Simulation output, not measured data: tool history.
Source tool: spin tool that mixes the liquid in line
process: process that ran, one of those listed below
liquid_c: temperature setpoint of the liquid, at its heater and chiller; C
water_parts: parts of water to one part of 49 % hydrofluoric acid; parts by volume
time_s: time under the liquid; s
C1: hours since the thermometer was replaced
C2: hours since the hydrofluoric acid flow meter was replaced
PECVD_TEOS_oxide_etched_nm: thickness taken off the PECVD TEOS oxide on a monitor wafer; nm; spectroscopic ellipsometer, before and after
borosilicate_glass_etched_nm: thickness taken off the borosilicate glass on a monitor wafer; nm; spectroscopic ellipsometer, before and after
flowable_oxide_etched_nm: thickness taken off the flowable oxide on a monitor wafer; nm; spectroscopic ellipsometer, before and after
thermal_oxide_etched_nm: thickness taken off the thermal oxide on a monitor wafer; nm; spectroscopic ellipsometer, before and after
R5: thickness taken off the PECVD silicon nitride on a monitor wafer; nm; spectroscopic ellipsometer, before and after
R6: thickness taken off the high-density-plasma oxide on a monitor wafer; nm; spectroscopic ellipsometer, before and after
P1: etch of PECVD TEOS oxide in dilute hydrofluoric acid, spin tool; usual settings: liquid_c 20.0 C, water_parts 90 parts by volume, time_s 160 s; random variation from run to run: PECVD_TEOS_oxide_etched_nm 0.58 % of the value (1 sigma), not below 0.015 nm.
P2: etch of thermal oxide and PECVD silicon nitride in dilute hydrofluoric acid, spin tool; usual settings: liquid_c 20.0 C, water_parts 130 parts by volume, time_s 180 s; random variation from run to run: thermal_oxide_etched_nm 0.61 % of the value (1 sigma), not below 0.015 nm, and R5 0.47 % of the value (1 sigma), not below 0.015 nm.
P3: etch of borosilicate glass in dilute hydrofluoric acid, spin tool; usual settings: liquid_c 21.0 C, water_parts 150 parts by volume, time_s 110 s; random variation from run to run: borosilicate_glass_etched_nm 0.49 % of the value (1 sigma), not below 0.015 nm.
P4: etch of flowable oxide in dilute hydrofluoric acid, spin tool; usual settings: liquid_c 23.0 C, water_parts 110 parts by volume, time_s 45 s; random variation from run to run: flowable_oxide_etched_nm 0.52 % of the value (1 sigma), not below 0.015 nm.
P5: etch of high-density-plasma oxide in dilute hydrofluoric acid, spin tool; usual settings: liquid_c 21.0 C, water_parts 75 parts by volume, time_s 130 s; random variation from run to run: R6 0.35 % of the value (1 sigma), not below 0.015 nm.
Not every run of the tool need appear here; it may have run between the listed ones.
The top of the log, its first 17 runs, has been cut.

Run 18, hour 230.2: process P1, liquid_c 27.0 C, water_parts 25 parts by volume, time_s 160 s; C1 484.3; C2 592.6. Result: PECVD_TEOS_oxide_etched_nm 91.9760 nm.
Run 19, hour 246.3: process P2, liquid_c 20.0 C, water_parts 130 parts by volume, time_s 15 s; C1 500.4; C2 608.7. Result: thermal_oxide_etched_nm 0.46074 nm, R5 0.50326 nm.
Run 20, hour 254.9: process P5, liquid_c 17.0 C, water_parts 75 parts by volume, time_s 130 s; C1 509.0; C2 617.3. Result: R6 7.3969 nm.
Run 21, hour 273.2: process P5, liquid_c 21.0 C, water_parts 45 parts by volume, time_s 130 s; C1 527.3; C2 635.6. Result: R6 15.2140 nm.
Run 22, hour 287.5: process P1, liquid_c 20.0 C, water_parts 90 parts by volume, time_s 275 s; C1 541.6; C2 649.9. Result: PECVD_TEOS_oxide_etched_nm 30.0130 nm.
Run 23, hour 304.5: process P1, liquid_c 17.0 C, water_parts 90 parts by volume, time_s 160 s; C1 558.6; C2 666.9. Result: PECVD_TEOS_oxide_etched_nm 15.5870 nm.
Run 24, hour 321.5: process P1, liquid_c 26.5 C, water_parts 90 parts by volume, time_s 85 s; C1 575.6; C2 683.9. Result: PECVD_TEOS_oxide_etched_nm 12.0980 nm.
Run 25, hour 339.8: process P5, liquid_c 21.0 C, water_parts 75 parts by volume, time_s 130 s; C1 593.9; C2 702.2. Result: R6 8.8046 nm.
Run 26, hour 349.9: process P1, liquid_c 26.5 C, water_parts 90 parts by volume, time_s 160 s; C1 604.0; C2 712.3. Result: PECVD_TEOS_oxide_etched_nm 22.7940 nm.
Run 27, hour 364.1: process P4, liquid_c 23.0 C, water_parts 110 parts by volume, time_s 45 s; C1 618.2; C2 726.5. Result: flowable_oxide_etched_nm 8.0857 nm.

Estimate the outcome of run 28 from the log above:
Run 28, hour 377.6: process P1, liquid_c 20.0 C, water_parts 90 parts by volume, time_s 55 s; C1 631.7; C2 740.0. Result: PECVD_TEOS_oxide_etched_nm ?.

Run 28 gave PECVD_TEOS_oxide_etched_nm 6.0468 nm.
